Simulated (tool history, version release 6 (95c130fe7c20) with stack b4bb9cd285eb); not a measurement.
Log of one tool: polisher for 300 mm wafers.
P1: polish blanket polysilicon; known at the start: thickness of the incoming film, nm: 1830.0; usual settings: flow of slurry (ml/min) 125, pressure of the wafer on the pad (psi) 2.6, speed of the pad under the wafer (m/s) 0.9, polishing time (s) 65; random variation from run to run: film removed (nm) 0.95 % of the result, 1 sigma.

run,hour,flow of slurry (ml/min),pressure of the wafer on the pad (psi),speed of the pad under the wafer (m/s),polishing time (s),film removed (nm)
1,4.8,125,2.6,0.9,65,372.17
2,10,125,2.6,0.9,65,369.79
3,17.7,125,2.6,0.9,34,194.06
# hour 18.4: slurry nozzle cleaned
4,21.9,125,1.3,0.9,65,187.24
5,29,125,3.6,0.9,65,513.31
6,33.1,125,2.6,0.9,65,371.17
7,39,125,2.6,0.9,65,370.98
8,46.9,125,2.6,0.9,65,374.91
9,51.7,125,2.6,0.9,99,571.41
10,56.1,125,2.6,0.9,65,373.96
11,62.7,125,2.6,0.56,65,231.33
12,68.1,75,2.6,0.9,65,320.88
13,74.9,195,2.6,0.9,65,396.94

Forecast run 14:
14,80.9,125,3.6,0.9,44,?

{"run 14": {"film removed (nm)": 347.26}}

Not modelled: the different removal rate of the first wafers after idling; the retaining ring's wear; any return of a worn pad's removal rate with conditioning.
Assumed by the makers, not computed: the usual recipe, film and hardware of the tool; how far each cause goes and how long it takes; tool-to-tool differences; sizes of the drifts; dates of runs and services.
